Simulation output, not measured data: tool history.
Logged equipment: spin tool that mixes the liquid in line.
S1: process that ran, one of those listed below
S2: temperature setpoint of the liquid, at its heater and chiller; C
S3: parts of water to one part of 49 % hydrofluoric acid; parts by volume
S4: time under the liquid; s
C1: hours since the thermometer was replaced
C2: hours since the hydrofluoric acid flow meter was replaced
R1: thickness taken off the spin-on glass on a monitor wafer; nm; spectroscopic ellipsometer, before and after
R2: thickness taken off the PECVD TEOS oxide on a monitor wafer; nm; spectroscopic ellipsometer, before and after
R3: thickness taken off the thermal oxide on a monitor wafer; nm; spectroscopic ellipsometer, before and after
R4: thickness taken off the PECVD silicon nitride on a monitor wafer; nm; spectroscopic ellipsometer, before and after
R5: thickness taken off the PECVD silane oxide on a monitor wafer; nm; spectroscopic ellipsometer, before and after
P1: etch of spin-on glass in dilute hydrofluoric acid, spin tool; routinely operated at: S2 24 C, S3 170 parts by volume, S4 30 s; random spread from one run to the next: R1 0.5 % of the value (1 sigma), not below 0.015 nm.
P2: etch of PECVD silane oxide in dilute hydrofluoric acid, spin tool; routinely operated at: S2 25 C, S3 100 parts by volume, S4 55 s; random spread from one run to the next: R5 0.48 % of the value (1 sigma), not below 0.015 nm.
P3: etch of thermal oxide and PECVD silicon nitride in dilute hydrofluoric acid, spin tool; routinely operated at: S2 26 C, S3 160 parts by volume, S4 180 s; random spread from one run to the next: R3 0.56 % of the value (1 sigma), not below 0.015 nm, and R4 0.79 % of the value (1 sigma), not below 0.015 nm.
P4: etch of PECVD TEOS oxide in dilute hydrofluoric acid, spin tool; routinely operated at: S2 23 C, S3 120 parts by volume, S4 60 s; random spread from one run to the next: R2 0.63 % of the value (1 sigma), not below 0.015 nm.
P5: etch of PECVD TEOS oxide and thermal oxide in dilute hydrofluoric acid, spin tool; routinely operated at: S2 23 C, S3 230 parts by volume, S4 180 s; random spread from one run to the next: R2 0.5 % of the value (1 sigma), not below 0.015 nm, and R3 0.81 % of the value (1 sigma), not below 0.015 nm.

run 1 hour=9.4 | S1=P1 S2=24 S3=170 S4=30 | C1=488.6 C2=258.1 | R1=11.307
run 2 hour=22.8 | S1=P1 S2=24 S3=170 S4=30 | C1=502 C2=271.5 | R1=11.315
run 3 hour=30.2 | S1=P5 S2=19 S3=230 S4=180 | C1=509.4 C2=278.9 | R2=16.422 R3=2.5908
run 4 hour=39.4 | S1=P1 S2=24 S3=230 S4=45 | C1=518.6 C2=288.1 | R1=11.7
run 5 hour=51 | S1=P1 S2=31 S3=170 S4=30 | C1=530.2 C2=299.7 | R1=14.585
run 6 hour=60.7 | S1=P4 S2=23 S3=45 S4=60 | C1=539.9 C2=309.4 | R2=12.625
run 7 hour=69.3 | S1=P4 S2=17 S3=120 S4=60 | C1=548.5 C2=318 | R2=3.3999
run 8 hour=81.9 | S1=P3 S2=20.5 S3=160 S4=180 | C1=561.1 C2=330.6 | R3=3.9512 R4=1.9038
run 9 hour=96.4 | S1=P5 S2=23 S3=230 S4=180 | C1=575.6 C2=345.1 | R2=18.923 R3=3.0069
run 10 hour=104.5 | S1=P1 S2=24 S3=270 S4=30 | C1=583.7 C2=353.2 | R1=6.4126
run 11 hour=119 | S1=P3 S2=26 S3=160 S4=180 | C1=598.2 C2=367.7 | R3=4.9357 R4=2.7444
run 12 hour=130.1 | S1=P1 S2=24 S3=170 S4=30 | C1=609.3 C2=378.8 | R1=11.336
run 13 hour=137.5 | S1=P2 S2=29 S3=100 S4=55 | C1=616.7 C2=386.2 | R5=20.08
run 14 hour=145.5 | S1=P1 S2=24 S3=170 S4=15 | C1=624.7 C2=394.2 | R1=5.636
run 15 hour=155.4 | S1=P1 S2=24 S3=170 S4=30 | C1=634.6 C2=404.1 | R1=11.342
run 16 hour=166.1 | S1=P2 S2=25 S3=100 S4=55 | C1=645.3 C2=414.8 | R5=17.175
run 17 hour=178.9 | S1=P3 S2=26 S3=160 S4=15 | C1=658.1 C2=427.6 | R3=0.41226 R4=0.23564
run 18 hour=191.6 | S1=P5 S2=23 S3=230 S4=40 | C1=670.8 C2=440.3 | R2=4.2208 R3=0.67712
run 19 hour=199.1 | S1=P2 S2=25 S3=25 S4=55 | C1=678.3 C2=447.8 | R5=76.535
run 20 hour=205.6 | S1=P4 S2=23 S3=120 S4=20 | C1=684.8 C2=454.3 | R2=1.4133
run 21 hour=220 | S1=P3 S2=26 S3=250 S4=180 | C1=699.2 C2=468.7 | R3=2.8917 R4=1.7396
run 22 hour=228.1 | S1=P4 S2=23 S3=120 S4=60 | C1=707.3 C2=476.8 | R2=4.3014
run 23 hour=234.9 | S1=P1 S2=19.5 S3=170 S4=30 | C1=714.1 C2=483.6 | R1=9.4767

What does the tool deliver on the next run?
run 24 hour=241.2 | S1=P1 S2=24 S3=170 S4=50 | C1=720.4 C2=489.9 | R1=?

{"run 24": {"R1": 18.819}}
